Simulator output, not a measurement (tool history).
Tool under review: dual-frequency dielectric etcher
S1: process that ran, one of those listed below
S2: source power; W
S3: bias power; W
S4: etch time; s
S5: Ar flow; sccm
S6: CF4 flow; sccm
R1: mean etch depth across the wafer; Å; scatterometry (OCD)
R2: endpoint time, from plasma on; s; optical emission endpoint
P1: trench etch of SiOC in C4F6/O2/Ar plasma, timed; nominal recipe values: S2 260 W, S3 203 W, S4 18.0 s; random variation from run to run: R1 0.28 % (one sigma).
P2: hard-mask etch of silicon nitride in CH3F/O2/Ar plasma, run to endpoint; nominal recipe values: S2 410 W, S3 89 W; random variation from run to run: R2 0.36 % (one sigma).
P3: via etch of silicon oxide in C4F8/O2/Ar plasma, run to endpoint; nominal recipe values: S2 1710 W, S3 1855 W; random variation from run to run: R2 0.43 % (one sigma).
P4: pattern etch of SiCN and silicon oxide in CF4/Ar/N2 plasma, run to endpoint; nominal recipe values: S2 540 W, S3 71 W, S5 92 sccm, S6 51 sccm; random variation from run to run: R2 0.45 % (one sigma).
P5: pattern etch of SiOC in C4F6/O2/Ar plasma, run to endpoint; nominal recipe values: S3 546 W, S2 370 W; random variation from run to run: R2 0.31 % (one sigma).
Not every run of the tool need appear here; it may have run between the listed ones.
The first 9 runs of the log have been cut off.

| run | hour | S1 | S2 | S3 | S4 | S5 | S6 | R1 | R2 |
|---|---|---|---|---|---|---|---|---|---|
| 10 | 90.2 | P1 | 320 | 203 | 18.0 |  |  | 358.58 |  |
| 11 | 98.3 | P4 | 540 | 41 |  | 92 | 51 |  | 22.830 |
| 12 | 108.4 | P3 | 1710 | 1855 |  |  |  |  | 315.640 |
| 13 | 119.1 | P2 | 410 | 89 |  |  |  |  | 41.294 |
| 14 | 127.3 | P1 | 260 | 203 | 18.0 |  |  | 330.97 |  |
| 15 | 133.5 | P4 | 540 | 71 |  | 92 | 51 |  | 19.105 |
| 16 | 139.2 | P3 | 1250 | 1855 |  |  |  |  | 357.170 |
| 17 | 147.1 | P4 | 540 | 71 |  | 92 | 63 |  | 18.417 |
| 18 | 157.4 | P1 | 260 | 203 | 18.0 |  |  | 330.27 |  |
| 19 | 167.9 | P5 | 370 | 390 |  |  |  |  | 19.926 |
| 20 | 177.4 | P4 | 540 | 71 |  | 115 | 51 |  | 19.636 |
| 21 | 185.6 | P3 | 1710 | 1855 |  |  |  |  | 317.180 |
| 22 | 190.7 | P2 | 410 | 124 |  |  |  |  | 36.604 |
| 23 | 198.3 | P1 | 260 | 154 | 18.0 |  |  | 301.33 |  |
| 24 | 208.8 | P1 | 260 | 203 | 23.5 |  |  | 430.21 |  |
|  | 211.2 | source power generator calibrated |
| 25 | 217.3 | P2 | 410 | 89 |  |  |  |  | 41.091 |
| 26 | 225.1 | P5 | 370 | 546 |  |  |  |  | 17.504 |
| 27 | 232.5 | P5 | 370 | 546 |  |  |  |  | 17.615 |
| 28 | 240.7 | P5 | 520 | 546 |  |  |  |  | 15.540 |
| 29 | 249.5 | P4 | 340 | 71 |  | 92 | 51 |  | 28.452 |

The next listed run, before its measurement:
| 30 | 258.2 | P1 | 260 | 203 | 11.5 |  |  | ? |  |

{"run 30": {"R1": 211.0}}
